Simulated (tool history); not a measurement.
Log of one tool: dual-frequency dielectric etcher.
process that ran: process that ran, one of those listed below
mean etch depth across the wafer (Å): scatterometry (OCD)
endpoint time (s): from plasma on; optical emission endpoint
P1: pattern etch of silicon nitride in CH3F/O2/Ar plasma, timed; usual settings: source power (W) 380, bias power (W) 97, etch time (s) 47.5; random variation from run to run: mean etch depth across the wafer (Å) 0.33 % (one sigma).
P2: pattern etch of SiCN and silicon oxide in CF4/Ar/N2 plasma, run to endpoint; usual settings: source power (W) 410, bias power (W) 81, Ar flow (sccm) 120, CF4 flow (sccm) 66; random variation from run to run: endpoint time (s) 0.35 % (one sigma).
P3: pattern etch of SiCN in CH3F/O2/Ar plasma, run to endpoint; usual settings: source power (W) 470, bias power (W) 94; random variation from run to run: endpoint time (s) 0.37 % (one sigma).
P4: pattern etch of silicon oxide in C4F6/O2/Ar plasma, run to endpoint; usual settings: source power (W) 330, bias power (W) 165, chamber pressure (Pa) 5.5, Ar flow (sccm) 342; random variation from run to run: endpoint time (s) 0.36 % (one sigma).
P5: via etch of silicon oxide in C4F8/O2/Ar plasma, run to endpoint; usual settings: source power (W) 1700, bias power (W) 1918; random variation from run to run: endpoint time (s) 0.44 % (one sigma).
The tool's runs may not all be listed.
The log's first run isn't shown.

run	hour	process that ran	source power (W)	bias power (W)	etch time (s)	chamber pressure (Pa)	Ar flow (sccm)	CF4 flow (sccm)	hours since the last wet clean	hours since the last source power generator calibration	hours since the last bias power generator calibration	mean etch depth across the wafer (Å)	endpoint time (s)
2	16.7	P1	380	97	60				166.2	1484.5	1206.6	467.48	
3	24	P4	330	165		5.5	342		173.5	1491.8	1213.9		9.3172
4	36.4	P3	470	94					185.9	1504.2	1226.3		14.555
5	43.4	P2	410	81			120	49	192.9	1511.2	1233.3		20.17
6	53.2	P2	410	81			70	66	202.7	1521	1243.1		17.783
7	65.8	P3	470	94					215.3	1533.6	1255.7		14.641
8	72.4	P1	380	68	47.5				221.9	1540.2	1262.3	327.23	
9	82.1	P4	330	165		5.5	481		231.6	1549.9	1272		9.7402
10	94.8	P2	410	61			120	66	244.3	1562.6	1284.7		21.088
11	106.3	P1	380	97	30.5				255.8	1574.1	1296.2	237.37	
12	116.8	P5	1700	1918					266.3	1584.6	1306.7		229.32
# hour 119.4: bias power generator calibrated
13	131.1	P1	380	97	47.5				280.6	1598.9	11.7	371.45	
14	144.3	P3	340	94					293.8	1612.1	24.9		16.322
15	157.5	P1	290	127	47.5				307	1625.3	38.1	370.97	
16	170.1	P2	410	81			120	66	319.6	1637.9	50.7		19.255
17	183.6	P4	330	165		7.2	342		333.1	1651.4	64.2		9.7247
18	194.4	P1	240	97	47.5				343.9	1662.2	75	311.69	
# hour 198.9: wet clean of the chamber
19	201.5	P1	380	97	47.5				2.6	1669.3	82.1	370.21	
20	209.3	P2	410	81			120	66	10.4	1677.1	89.9		19.087
21	217.6	P1	500	97	47.5				18.7	1685.4	98.2	410.95	
22	230.2	P2	570	81			120	66	31.3	1698	110.8		14.382
23	245.3	P5	2080	1918					46.4	1713.1	125.9		210.85
24	259.3	P1	380	97	47.5				60.4	1727.1	139.9	372.06	
25	267.9	P1	380	97	47.5				69	1735.7	148.5	369.54	
26	279.5	P4	270	165		5.5	342		80.6	1747.3	160.1		10.16

Run 27 comes next. What will it give?
27	291.4	P1	380	116	47.5				92.5	1759.2	172	?	

{"run 27": {"mean etch depth across the wafer (Å)": 396.49}}

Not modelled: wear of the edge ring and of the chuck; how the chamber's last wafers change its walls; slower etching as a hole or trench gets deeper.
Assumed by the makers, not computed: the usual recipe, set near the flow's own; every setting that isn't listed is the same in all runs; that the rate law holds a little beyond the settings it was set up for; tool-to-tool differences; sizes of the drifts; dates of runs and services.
